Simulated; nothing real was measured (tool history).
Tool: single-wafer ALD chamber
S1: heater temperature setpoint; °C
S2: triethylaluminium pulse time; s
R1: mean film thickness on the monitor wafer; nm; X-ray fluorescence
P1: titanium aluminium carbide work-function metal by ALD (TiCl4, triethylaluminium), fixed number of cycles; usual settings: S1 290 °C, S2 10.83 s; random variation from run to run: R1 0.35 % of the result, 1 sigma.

Run 1, day 0.592: S1 290 °C, S2 10.83 s. Result: R1 1.9042 nm.
Run 2, day 1.096: S1 314 °C, S2 10.83 s. Result: R1 2.1062 nm.
Run 3, day 1.492: S1 265 °C, S2 10.83 s. Result: R1 1.6905 nm.
Run 4, day 1.842: S1 290 °C, S2 10.83 s. Result: R1 1.9066 nm.
Run 5, day 2.162: S1 290 °C, S2 15.9 s. Result: R1 1.9441 nm.
Run 6, day 2.608: S1 290 °C, S2 10.83 s. Result: R1 1.9 nm.
Run 7, day 3.2: S1 290 °C, S2 10.83 s. Result: R1 1.916 nm.
Run 8, day 3.604: S1 267 °C, S2 16.53 s. Result: R1 1.7576 nm.
Run 9, day 4.175: S1 290 °C, S2 10.83 s. Result: R1 1.9134 nm.
Run 10, day 4.825: S1 290 °C, S2 10.83 s. Result: R1 1.9 nm.

Forecast run 11:
Run 11, day 5.133: S1 290 °C, S2 4.04 s. Result: R1 ?.

{"run 11": {"R1": 1.4609}}
